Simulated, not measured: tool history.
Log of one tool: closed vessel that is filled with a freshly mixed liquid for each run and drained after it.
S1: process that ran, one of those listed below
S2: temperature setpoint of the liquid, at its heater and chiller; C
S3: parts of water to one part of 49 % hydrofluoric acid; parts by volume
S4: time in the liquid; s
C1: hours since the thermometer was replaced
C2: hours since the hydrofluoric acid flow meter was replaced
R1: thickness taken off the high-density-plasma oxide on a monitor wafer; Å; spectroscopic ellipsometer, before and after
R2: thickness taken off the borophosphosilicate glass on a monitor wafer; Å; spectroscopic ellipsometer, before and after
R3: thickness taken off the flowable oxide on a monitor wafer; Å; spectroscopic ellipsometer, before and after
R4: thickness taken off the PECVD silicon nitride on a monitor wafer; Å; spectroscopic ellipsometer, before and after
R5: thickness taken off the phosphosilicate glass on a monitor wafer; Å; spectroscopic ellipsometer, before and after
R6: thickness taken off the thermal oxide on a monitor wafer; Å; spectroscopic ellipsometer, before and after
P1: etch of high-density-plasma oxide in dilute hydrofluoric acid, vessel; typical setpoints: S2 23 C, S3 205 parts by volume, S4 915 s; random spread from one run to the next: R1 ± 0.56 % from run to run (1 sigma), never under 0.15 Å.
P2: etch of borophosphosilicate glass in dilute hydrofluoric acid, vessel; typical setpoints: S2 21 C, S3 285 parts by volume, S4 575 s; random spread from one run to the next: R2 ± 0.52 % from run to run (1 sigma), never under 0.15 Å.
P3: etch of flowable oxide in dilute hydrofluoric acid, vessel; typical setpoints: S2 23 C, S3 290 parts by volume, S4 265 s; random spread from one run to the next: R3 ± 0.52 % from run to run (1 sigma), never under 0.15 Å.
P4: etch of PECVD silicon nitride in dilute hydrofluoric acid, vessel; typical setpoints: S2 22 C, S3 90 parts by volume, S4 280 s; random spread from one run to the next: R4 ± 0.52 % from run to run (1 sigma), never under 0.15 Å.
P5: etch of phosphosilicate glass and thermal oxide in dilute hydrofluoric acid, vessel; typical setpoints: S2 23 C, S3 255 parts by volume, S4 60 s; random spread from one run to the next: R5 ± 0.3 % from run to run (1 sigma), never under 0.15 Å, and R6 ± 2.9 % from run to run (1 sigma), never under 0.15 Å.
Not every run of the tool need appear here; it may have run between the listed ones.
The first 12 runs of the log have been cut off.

run     day  S1    S2   S3   S4      C1      C2      R1      R2      R3      R4      R5      R6
 13   6.062  P2    17  285  575  1742.7   913.5          329.56
 14   6.412  P2    21  285  575  1751.1   921.9          379.47
 15   6.721  P4    22   90  465  1758.5   929.3                          124.83
 16   7.012  P4    17   90  280  1765.5   936.3                          53.384
 17   7.379  P3    23  290  265  1774.3   945.1                  295.61
 18   7.842  P1  17.5  205  915  1785.4   956.2  269.82
 19   8.112  P5    17  255   60  1791.9   962.7                                  162.74  6.4124
 20   8.579  P4    22   40  280  1803.1   973.9                           164.9
 21   9.108  P1  19.5  135  915  1815.8   986.6  473.86
 22   9.592  P1    23  205  915  1827.4   998.2  330.97
 23   9.971  P2    21  455  575  1836.5  1007.3          205.06
 24  10.417  P1    28  205  915  1847.2    1018  395.66
 25  10.708  P2    21  285  245  1854.2    1025          161.06
 26  11.233  P1    23   55  915  1866.8  1037.6  1451.3
 27  11.512  P5    23  255   60  1873.5  1044.3                                  204.02  8.7878
 28  12.046  P1    23  325  915  1886.3  1057.1  185.36
 29  12.292  P1    23  205  455  1892.2    1063  165.09
 30  12.583  P5    23  255   30  1899.2    1070                                  102.72  4.1287
 31  12.908  P3    23  290   75    1907  1077.8                  85.332
 32  13.233  P5    23  405   60  1914.8  1085.6                                  111.29   4.867
 33  13.667  P1    23  205  915  1925.2    1096  333.96

What will run 34 give?
 34  14.225  P1  23  205  915  1938.6  1109.4   ?

Run 34 came out at R1 330.17 Å.
